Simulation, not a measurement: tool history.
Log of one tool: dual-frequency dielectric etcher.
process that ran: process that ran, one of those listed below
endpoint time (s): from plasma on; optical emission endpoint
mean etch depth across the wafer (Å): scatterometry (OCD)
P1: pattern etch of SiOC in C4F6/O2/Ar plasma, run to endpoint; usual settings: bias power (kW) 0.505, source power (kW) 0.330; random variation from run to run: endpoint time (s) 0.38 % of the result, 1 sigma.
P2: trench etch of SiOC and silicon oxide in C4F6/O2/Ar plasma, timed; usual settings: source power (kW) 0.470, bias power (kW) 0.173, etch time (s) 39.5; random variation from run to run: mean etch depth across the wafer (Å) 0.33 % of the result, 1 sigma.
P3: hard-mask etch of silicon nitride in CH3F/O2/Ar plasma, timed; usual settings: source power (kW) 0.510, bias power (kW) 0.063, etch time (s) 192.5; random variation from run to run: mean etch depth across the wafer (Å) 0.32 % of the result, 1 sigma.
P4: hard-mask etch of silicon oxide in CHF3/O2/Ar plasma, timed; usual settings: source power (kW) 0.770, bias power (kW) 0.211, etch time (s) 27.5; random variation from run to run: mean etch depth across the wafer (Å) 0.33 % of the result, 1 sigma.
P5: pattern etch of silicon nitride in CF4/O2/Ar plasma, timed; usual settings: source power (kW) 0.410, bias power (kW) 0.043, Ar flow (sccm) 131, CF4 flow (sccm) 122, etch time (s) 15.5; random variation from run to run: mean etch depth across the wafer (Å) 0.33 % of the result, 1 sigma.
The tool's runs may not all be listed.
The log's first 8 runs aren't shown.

run,hour,process that ran,bias power (kW),source power (kW),Ar flow (sccm),CF4 flow (sccm),etch time (s),endpoint time (s),mean etch depth across the wafer (Å)
9,102.2,P4,0.211,0.770,,,27.5,,654.94
10,110.3,P3,0.063,0.510,,,192.5,,1457.00
11,121.0,P5,0.043,0.410,131,122,19.5,,296.08
12,130.9,P3,0.063,0.510,,,192.5,,1451.20
13,142.3,P1,0.651,0.330,,,,13.577,
14,150.1,P5,0.043,0.410,164,122,15.5,,227.90
15,163.9,P1,0.505,0.330,,,,14.962,
16,177.4,P5,0.043,0.410,131,93,15.5,,225.29
17,188.4,P1,0.505,0.330,,,,14.988,
18,195.4,P5,0.043,0.410,131,122,15.5,,234.98
19,202.3,P1,0.505,0.410,,,,13.840,
20,217.5,P5,0.043,0.410,131,122,15.5,,234.57
21,231.5,P2,0.173,0.580,,,39.5,,896.08
22,246.2,P1,0.505,0.330,,,,15.046,
23,259.7,P1,0.505,0.240,,,,16.829,
24,272.3,P3,0.063,0.510,,,144.5,,1090.60
25,281.4,P2,0.173,0.470,,,28.0,,585.39

Forecast run 26:
26,290.6,P4,0.166,0.770,,,27.5,,?

{"run 26": {"mean etch depth across the wafer (Å)": 603.69}}
